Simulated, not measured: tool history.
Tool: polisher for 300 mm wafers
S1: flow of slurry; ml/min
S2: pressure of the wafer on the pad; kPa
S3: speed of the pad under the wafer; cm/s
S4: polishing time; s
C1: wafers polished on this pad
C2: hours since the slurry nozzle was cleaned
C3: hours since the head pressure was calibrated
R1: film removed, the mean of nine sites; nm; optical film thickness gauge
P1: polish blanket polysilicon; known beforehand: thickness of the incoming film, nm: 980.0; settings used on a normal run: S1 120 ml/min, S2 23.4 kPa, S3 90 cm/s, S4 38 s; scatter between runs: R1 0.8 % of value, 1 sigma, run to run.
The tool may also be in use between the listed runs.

run,hour,S1,S2,S3,S4,C1,C2,C3,R1
1,8.3,120,23.4,90,38,218,324.8,247.7,381.83
2,16.9,185,23.4,90,38,293,333.4,256.3,415.16
# hour 24.8: slurry nozzle cleaned
3,27.4,120,23.4,42,38,385,2.7,266.8,177.51
4,37.6,120,23.4,144,38,475,12.9,277,620.67
5,45.6,70,23.4,90,38,545,20.9,285,327.75
6,58.5,120,23.4,90,38,658,33.8,297.9,383.87
7,72.3,120,15.9,90,38,779,47.6,311.7,259.78
8,86.9,120,23.4,90,26,907,62.2,326.3,264.95
9,99.5,120,35.2,90,38,1017,74.8,338.9,575.31
# hour 105.7: worn pad replaced by a new one
10,107.7,120,23.4,90,57,17,83,347.1,573.82
11,115.9,170,23.4,90,26,89,91.2,355.3,280.56
12,131.1,120,23.4,90,38,222,106.4,370.5,383.71
13,145.6,120,23.4,90,38,349,120.9,385,387.24
14,155.9,120,23.4,90,38,440,131.2,395.3,383.4
15,167.9,120,23.4,90,38,545,143.2,407.3,389.72

The next listed run, before its measurement:
16,176.3,120,23.4,90,38,618,151.6,415.7,?

{"run 16": {"R1": 379.21}}
